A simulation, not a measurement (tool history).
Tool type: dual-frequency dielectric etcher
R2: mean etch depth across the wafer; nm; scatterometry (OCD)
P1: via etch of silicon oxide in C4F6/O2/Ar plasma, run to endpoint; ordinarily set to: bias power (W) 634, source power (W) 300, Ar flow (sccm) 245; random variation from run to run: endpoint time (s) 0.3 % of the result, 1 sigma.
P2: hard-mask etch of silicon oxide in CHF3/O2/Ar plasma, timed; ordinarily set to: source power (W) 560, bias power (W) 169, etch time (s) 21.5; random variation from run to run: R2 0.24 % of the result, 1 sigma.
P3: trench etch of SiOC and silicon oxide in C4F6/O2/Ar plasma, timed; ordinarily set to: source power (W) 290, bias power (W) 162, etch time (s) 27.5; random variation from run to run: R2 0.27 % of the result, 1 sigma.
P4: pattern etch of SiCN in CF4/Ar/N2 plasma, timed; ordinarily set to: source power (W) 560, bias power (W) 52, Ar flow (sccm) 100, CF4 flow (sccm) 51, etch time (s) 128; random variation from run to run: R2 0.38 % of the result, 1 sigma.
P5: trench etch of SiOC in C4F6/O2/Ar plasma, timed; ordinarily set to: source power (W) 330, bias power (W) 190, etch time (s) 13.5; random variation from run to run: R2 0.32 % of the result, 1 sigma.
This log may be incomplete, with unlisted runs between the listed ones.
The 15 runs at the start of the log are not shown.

Run 16, day 4.867: process that ran P4, bias power (W) 33, source power (W) 560, Ar flow (sccm) 100, CF4 flow (sccm) 51, etch time (s) 128. Result: R2 100.29 nm.
Run 17, day 5.079: process that ran P5, bias power (W) 238, source power (W) 330, etch time (s) 13.5. Result: R2 28.332 nm.
Run 18, day 5.271: process that ran P4, bias power (W) 52, source power (W) 560, Ar flow (sccm) 81, CF4 flow (sccm) 51, etch time (s) 128. Result: R2 121.17 nm.
Run 19, day 5.608: process that ran P3, bias power (W) 229, source power (W) 290, etch time (s) 27.5. Result: R2 52.72 nm.
Run 20, day 5.796: process that ran P3, bias power (W) 162, source power (W) 350, etch time (s) 27.5. Result: R2 50.549 nm.
Run 21, day 6.033: process that ran P2, bias power (W) 169, source power (W) 360, etch time (s) 21.5. Result: R2 34.515 nm.
Run 22, day 6.354: process that ran P4, bias power (W) 52, source power (W) 560, Ar flow (sccm) 100, CF4 flow (sccm) 51, etch time (s) 72.5. Result: R2 65.919 nm.
Run 23, day 6.683: process that ran P3, bias power (W) 162, source power (W) 290, etch time (s) 27.5. Result: R2 47.014 nm.
Run 24, day 6.975: process that ran P1, bias power (W) 491, source power (W) 300, Ar flow (sccm) 245. Result: endpoint time (s) 18.3.
Run 25, day 7.258: process that ran P3, bias power (W) 162, source power (W) 290, etch time (s) 36. Result: R2 61.494 nm.
Run 26, day 7.579: process that ran P2, bias power (W) 233, source power (W) 560, etch time (s) 21.5. Result: R2 45.641 nm.
Run 27, day 7.808: process that ran P1, bias power (W) 634, source power (W) 300, Ar flow (sccm) 245. Result: endpoint time (s) 16.658.
Run 28, day 8.079: process that ran P5, bias power (W) 190, source power (W) 330, etch time (s) 10. Result: R2 19.386 nm.
Run 29, day 8.367: process that ran P1, bias power (W) 634, source power (W) 430, Ar flow (sccm) 245. Result: endpoint time (s) 14.587.
Run 30, day 8.712: process that ran P1, bias power (W) 634, source power (W) 300, Ar flow (sccm) 189. Result: endpoint time (s) 16.255.
Run 31, day 9.017: process that ran P1, bias power (W) 634, source power (W) 300, Ar flow (sccm) 245. Result: endpoint time (s) 16.6.
Run 32, day 9.254: process that ran P1, bias power (W) 634, source power (W) 300, Ar flow (sccm) 245. Result: endpoint time (s) 16.471.
Run 33, day 9.471: process that ran P1, bias power (W) 634, source power (W) 300, Ar flow (sccm) 245. Result: endpoint time (s) 16.438.
Run 34, day 9.671: process that ran P1, bias power (W) 634, source power (W) 300, Ar flow (sccm) 245. Result: endpoint time (s) 16.491.
Run 35, day 9.867: process that ran P1, bias power (W) 634, source power (W) 300, Ar flow (sccm) 245. Result: endpoint time (s) 16.439.

What does the tool deliver on the next run?
At day 10.004: wet clean of the chamber.
At day 10.058: Ar flow controller replaced.
Run 36, day 10.171: process that ran P1, bias power (W) 634, source power (W) 300, Ar flow (sccm) 245. Result: endpoint time (s) ?.

Run 36 measured endpoint time (s) 16.356.
